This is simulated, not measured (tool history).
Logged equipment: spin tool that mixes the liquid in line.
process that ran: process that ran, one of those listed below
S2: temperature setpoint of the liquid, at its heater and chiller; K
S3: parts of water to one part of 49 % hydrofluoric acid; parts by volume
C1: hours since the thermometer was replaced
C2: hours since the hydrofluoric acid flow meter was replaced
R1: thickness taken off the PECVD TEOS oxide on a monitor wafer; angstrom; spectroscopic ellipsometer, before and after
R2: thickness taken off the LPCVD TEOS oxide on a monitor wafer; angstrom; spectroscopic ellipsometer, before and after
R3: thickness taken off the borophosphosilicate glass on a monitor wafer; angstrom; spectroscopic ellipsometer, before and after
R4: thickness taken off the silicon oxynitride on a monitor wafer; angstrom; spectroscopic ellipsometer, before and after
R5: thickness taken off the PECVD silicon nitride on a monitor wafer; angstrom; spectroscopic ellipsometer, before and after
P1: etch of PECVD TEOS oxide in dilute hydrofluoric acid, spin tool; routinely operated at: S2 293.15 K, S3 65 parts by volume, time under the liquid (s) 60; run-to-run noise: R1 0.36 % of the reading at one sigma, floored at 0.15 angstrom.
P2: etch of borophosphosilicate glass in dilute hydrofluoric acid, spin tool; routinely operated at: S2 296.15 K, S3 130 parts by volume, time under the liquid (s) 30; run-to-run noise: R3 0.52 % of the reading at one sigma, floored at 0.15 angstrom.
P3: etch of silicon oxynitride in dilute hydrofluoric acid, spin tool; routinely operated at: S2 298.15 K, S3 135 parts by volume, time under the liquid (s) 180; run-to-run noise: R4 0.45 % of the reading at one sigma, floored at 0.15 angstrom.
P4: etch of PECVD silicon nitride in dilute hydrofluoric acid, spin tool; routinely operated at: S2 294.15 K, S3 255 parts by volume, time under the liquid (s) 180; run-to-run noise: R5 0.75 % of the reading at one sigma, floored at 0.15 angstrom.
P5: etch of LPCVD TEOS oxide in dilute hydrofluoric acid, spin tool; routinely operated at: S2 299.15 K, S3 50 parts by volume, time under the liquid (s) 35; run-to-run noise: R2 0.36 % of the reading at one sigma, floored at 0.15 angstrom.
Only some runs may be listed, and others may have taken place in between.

{"run": 1, "hour": 5.0, "process that ran": "P1", "S2": 293.15, "S3": 65, "time under the liquid (s)": 60, "C1": 1219.7, "C2": 230.4, "R1": 96.002}
{"run": 2, "hour": 12.5, "process that ran": "P1", "S2": 293.15, "S3": 65, "time under the liquid (s)": 60, "C1": 1227.2, "C2": 237.9, "R1": 96.266}
{"run": 3, "hour": 17.5, "process that ran": "P5", "S2": 299.15, "S3": 50, "time under the liquid (s)": 35, "C1": 1232.2, "C2": 242.9, "R2": 284.74}
{"run": 4, "hour": 25.3, "process that ran": "P1", "S2": 293.15, "S3": 65, "time under the liquid (s)": 60, "C1": 1240, "C2": 250.7, "R1": 96.025}
{"run": 5, "hour": 33.0, "process that ran": "P2", "S2": 296.15, "S3": 130, "time under the liquid (s)": 55, "C1": 1247.7, "C2": 258.4, "R3": 151}
{"run": 6, "hour": 37.3, "process that ran": "P3", "S2": 298.15, "S3": 135, "time under the liquid (s)": 180, "C1": 1252, "C2": 262.7, "R4": 54.126}
{"run": 7, "hour": 41.3, "process that ran": "P2", "S2": 296.15, "S3": 75, "time under the liquid (s)": 30, "C1": 1256, "C2": 266.7, "R3": 154.13}
{"run": 8, "hour": 44.8, "process that ran": "P1", "S2": 293.15, "S3": 110, "time under the liquid (s)": 15, "C1": 1259.5, "C2": 270.2, "R1": 13.387}
{"run": 9, "hour": 48.8, "process that ran": "P2", "S2": 296.15, "S3": 130, "time under the liquid (s)": 30, "C1": 1263.5, "C2": 274.2, "R3": 82.343}
{"run": 10, "hour": 54.1, "process that ran": "P1", "S2": 293.15, "S3": 65, "time under the liquid (s)": 60, "C1": 1268.8, "C2": 279.5, "R1": 96.611}
{"run": 11, "hour": 58.0, "process that ran": "P3", "S2": 306.65, "S3": 135, "time under the liquid (s)": 180, "C1": 1272.7, "C2": 283.4, "R4": 77.868}
{"run": 12, "hour": 65.7, "process that ran": "P1", "S2": 293.15, "S3": 65, "time under the liquid (s)": 15, "C1": 1280.4, "C2": 291.1, "R1": 24.016}
{"run": 13, "hour": 69.4, "process that ran": "P1", "S2": 293.15, "S3": 105, "time under the liquid (s)": 60, "C1": 1284.1, "C2": 294.8, "R1": 56.249}
{"run": 14, "hour": 75.2, "process that ran": "P4", "S2": 298.65, "S3": 255, "time under the liquid (s)": 180, "C1": 1289.9, "C2": 300.6, "R5": 45.076}
{"run": 15, "hour": 82.2, "process that ran": "P3", "S2": 298.15, "S3": 135, "time under the liquid (s)": 15, "C1": 1296.9, "C2": 307.6, "R4": 4.4516}
{"run": 16, "hour": 90.0, "process that ran": "P2", "S2": 296.15, "S3": 130, "time under the liquid (s)": 30, "C1": 1304.7, "C2": 315.4, "R3": 83.433}
{"run": 17, "hour": 93.4, "process that ran": "P1", "S2": 293.15, "S3": 35, "time under the liquid (s)": 60, "C1": 1308.1, "C2": 318.8, "R1": 186.41}
{"run": 18, "hour": 97.8, "process that ran": "P5", "S2": 299.15, "S3": 50, "time under the liquid (s)": 15, "C1": 1312.5, "C2": 323.2, "R2": 122.23}
{"run": 19, "hour": 105.2, "process that ran": "P1", "S2": 300.65, "S3": 65, "time under the liquid (s)": 60, "C1": 1319.9, "C2": 330.6, "R1": 130.82}
{"run": 20, "hour": 112.9, "process that ran": "P5", "S2": 299.15, "S3": 25, "time under the liquid (s)": 35, "C1": 1327.6, "C2": 338.3, "R2": 590.72}
{"run": 21, "hour": 117.9, "process that ran": "P3", "S2": 298.15, "S3": 135, "time under the liquid (s)": 180, "C1": 1332.6, "C2": 343.3, "R4": 53.527}
{"run": 22, "hour": 125.5, "process that ran": "P1", "S2": 293.15, "S3": 65, "time under the liquid (s)": 95, "C1": 1340.2, "C2": 350.9, "R1": 150.84}
{"run": 23, "hour": 133.3, "process that ran": "P1", "S2": 293.15, "S3": 65, "time under the liquid (s)": 60, "C1": 1348, "C2": 358.7, "R1": 95.924}
{"run": 24, "hour": 141.2, "process that ran": "P4", "S2": 294.15, "S3": 255, "time under the liquid (s)": 180, "C1": 1355.9, "C2": 366.6, "R5": 33.718}
{"run": 25, "hour": 146.9, "process that ran": "P1", "S2": 293.15, "S3": 65, "time under the liquid (s)": 60, "C1": 1361.6, "C2": 372.3, "R1": 96.051}
{"run": 26, "hour": 154.8, "process that ran": "P4", "S2": 294.15, "S3": 255, "time under the liquid (s)": 260, "C1": 1369.5, "C2": 380.2, "R5": 49.514}
{"run": 27, "hour": 160.9, "process that ran": "P3", "S2": 298.15, "S3": 215, "time under the liquid (s)": 180, "C1": 1375.6, "C2": 386.3, "R4": 31.673}
{"run": 28, "hour": 166.1, "process that ran": "P5", "S2": 294.15, "S3": 50, "time under the liquid (s)": 35, "C1": 1380.8, "C2": 391.5, "R2": 230.07}
{"run": 29, "hour": 170.4, "process that ran": "P1", "S2": 290.15, "S3": 65, "time under the liquid (s)": 60, "C1": 1385.1, "C2": 395.8, "R1": 84.296}
{"run": 30, "hour": 177.3, "process that ran": "P4", "S2": 294.15, "S3": 150, "time under the liquid (s)": 180, "C1": 1392, "C2": 402.7, "R5": 56.38}
{"run": 31, "hour": 182.6, "process that ran": "P1", "S2": 298.65, "S3": 65, "time under the liquid (s)": 15, "C1": 1397.3, "C2": 408, "R1": 30.245}

What will run 32 give?
{"run": 32, "hour": 189.8, "process that ran": "P2", "S2": 291.65, "S3": 130, "time under the liquid (s)": 30, "C1": 1404.5, "C2": 415.2, "R3": "?"}

R3: 69.621 angstrom
